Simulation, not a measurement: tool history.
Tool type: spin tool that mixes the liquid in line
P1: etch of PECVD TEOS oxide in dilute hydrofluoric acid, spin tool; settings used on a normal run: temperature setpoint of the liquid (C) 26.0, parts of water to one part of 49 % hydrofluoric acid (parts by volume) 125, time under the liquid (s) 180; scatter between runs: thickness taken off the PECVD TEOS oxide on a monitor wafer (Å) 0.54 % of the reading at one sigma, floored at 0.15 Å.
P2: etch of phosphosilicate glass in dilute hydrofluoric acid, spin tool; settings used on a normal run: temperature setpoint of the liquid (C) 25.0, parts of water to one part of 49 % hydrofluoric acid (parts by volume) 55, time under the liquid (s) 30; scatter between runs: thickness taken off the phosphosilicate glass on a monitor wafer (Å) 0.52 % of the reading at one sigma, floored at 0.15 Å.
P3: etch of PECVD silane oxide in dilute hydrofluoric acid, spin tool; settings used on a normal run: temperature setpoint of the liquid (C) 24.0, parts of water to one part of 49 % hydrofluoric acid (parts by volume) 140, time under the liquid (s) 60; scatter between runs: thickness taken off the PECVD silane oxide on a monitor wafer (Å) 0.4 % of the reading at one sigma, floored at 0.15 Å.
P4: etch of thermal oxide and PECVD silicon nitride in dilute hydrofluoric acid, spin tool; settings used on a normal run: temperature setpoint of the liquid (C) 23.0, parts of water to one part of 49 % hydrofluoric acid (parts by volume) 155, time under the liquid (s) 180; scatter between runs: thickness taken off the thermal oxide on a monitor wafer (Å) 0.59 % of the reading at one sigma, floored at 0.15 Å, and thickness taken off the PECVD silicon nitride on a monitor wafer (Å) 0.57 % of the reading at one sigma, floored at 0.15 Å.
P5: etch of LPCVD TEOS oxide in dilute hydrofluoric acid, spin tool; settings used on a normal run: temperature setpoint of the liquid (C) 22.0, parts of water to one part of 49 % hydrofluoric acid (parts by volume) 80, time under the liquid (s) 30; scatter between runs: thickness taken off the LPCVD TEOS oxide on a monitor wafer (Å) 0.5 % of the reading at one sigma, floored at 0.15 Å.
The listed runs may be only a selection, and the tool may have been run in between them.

run	hour	process that ran	temperature setpoint of the liquid (C)	parts of water to one part of 49 % hydrofluoric acid (parts by volume)	time under the liquid (s)	hours since the thermometer was replaced	hours since the hydrofluoric acid flow meter was replaced	thickness taken off the PECVD TEOS oxide on a monitor wafer (Å)	thickness taken off the PECVD silane oxide on a monitor wafer (Å)	thickness taken off the phosphosilicate glass on a monitor wafer (Å)	thickness taken off the thermal oxide on a monitor wafer (Å)	thickness taken off the PECVD silicon nitride on a monitor wafer (Å)	thickness taken off the LPCVD TEOS oxide on a monitor wafer (Å)
1	2.9	P1	26.0	125	180	324.9	483.0	283.05					
2	6.8	P3	24.0	140	60	328.8	486.9		62.398				
3	9.5	P2	25.0	55	50	331.5	489.6			1446.70			
4	12.3	P1	26.0	125	180	334.3	492.4	283.15					
5	14.9	P1	26.0	185	180	336.9	495.0	175.66					
6	19.2	P1	26.0	125	75	341.2	499.3	117.36					
7	22.5	P4	23.0	155	40	344.5	502.6				10.764	10.369	
8	24.9	P2	20.0	55	30	346.9	505.0			696.93			
9	28.5	P5	22.0	80	30	350.5	508.6						170.660
10	32.7	P5	22.0	30	30	354.7	512.8						480.330
11	35.1	P1	26.0	60	180	357.1	515.2	635.80					
12	39.3	P1	26.0	125	265	361.3	519.4	416.44					
13	42.4	P1	26.0	125	180	364.4	522.5	281.05					
14	45.8	P3	24.0	140	60	367.8	525.9		62.990				
15	49.6	P1	26.0	125	180	371.6	529.7	279.85					
16	53.5	P1	31.0	125	180	375.5	533.6	341.65					
17	55.9	P2	25.0	55	30	377.9	536.0			854.18			
18	58.0	P3	24.0	140	20	380.0	538.1		20.840				
19	60.4	P4	23.0	155	180	382.4	540.5				48.168	45.229	
20	64.5	P4	23.0	155	180	386.5	544.6				48.367	45.782	
21	67.1	P4	18.5	155	180	389.1	547.2				40.405	33.524	
22	69.8	P3	24.0	250	60	391.8	549.9		31.296				
23	73.9	P1	26.0	125	180	395.9	554.0	282.09					
24	75.7	P5	22.0	80	15	397.7	555.8						85.267
25	78.2	P3	29.5	140	60	400.2	558.3		76.787				
26	81.4	P1	26.0	125	180	403.4	561.5	280.41					
27	84.9	P2	25.0	35	30	406.9	565.0			1385.50			
28	87.9	P1	20.5	125	180	409.9	568.0	227.06					
# hour 90.9: hydrofluoric acid flow meter replaced
29	91.5	P4	23.0	35	180	413.5	0.7				247.050	195.710	
30	95.1	P5	26.0	80	30	417.1	4.3						200.650
31	97.1	P1	30.0	215	180	419.1	6.3	169.81					
32	101.4	P1	26.0	125	180	423.4	10.6	281.18					
33	105.2	P1	26.0	125	180	427.2	14.4	281.80					
34	109.2	P1	26.0	125	180	431.2	18.4	274.07					
35	111.5	P1	26.0	125	180	433.5	20.7	269.35					
36	114.4	P1	26.0	125	180	436.4	23.6	269.82					
37	116.3	P1	26.0	125	180	438.3	25.5	266.51					
38	119.8	P1	26.0	125	180	441.8	29.0	262.80					
39	123.3	P1	26.0	125	180	445.3	32.5	258.72					
40	126.4	P1	26.0	125	180	448.4	35.6	260.80					
41	128.7	P1	26.0	125	180	450.7	37.9	258.29					
42	132.5	P1	26.0	125	180	454.5	41.7	260.28					
43	136.3	P1	26.0	125	180	458.3	45.5	261.75					
44	139.7	P1	26.0	125	180	461.7	48.9	256.42					

P1 has crept away from where it was. The log is fitted equally well by each of these 2 causes, at the sizes shown:
A: hydrofluoric acid flow below the setpoint (%) = 6.83
B: liquid colder than its thermometer reads (K) = 2.13
The drift started at roughly hour 105.2.

The check runs listed below each take one wafer, and their results are still question marks. Under which run would the listed causes lead to clearly different results?
check 1	143.1	P2	25.0	55	30					?			
check 2	143.1	P5	22.0	80	30								?
check 3	143.1	P3	24.0	140	60				?				
check 4	143.1	P4	23.0	155	180						?	?	

Check results expected under each cause:
check	result	if A	if B
check 1	thickness taken off the phosphosilicate glass on a monitor wafer (Å)	796.51	787.63
check 2	thickness taken off the LPCVD TEOS oxide on a monitor wafer (Å)	158.290	156.690
check 3	thickness taken off the PECVD silane oxide on a monitor wafer (Å)	57.641	57.621
check 4	thickness taken off the thermal oxide on a monitor wafer (Å)	44.526	44.542
check 4	thickness taken off the PECVD silicon nitride on a monitor wafer (Å)	42.127	39.281
Minimum pairwise separation of causes per check, each pair taken at its best-separating result: check 1 1.12 %; check 2 1.02 %; check 3 0.03 %; check 4 6.99 %
Check 4 distinguishes between the causes, while the remaining checks would return nearly the same result for all of them.

Then check 4 was run and gave: thickness taken off the thermal oxide on a monitor wafer (Å) 44.263; thickness taken off the PECVD silicon nitride on a monitor wafer (Å) 42.142. Which cause is it?

The cause is A: hydrofluoric acid flow below the setpoint (%).
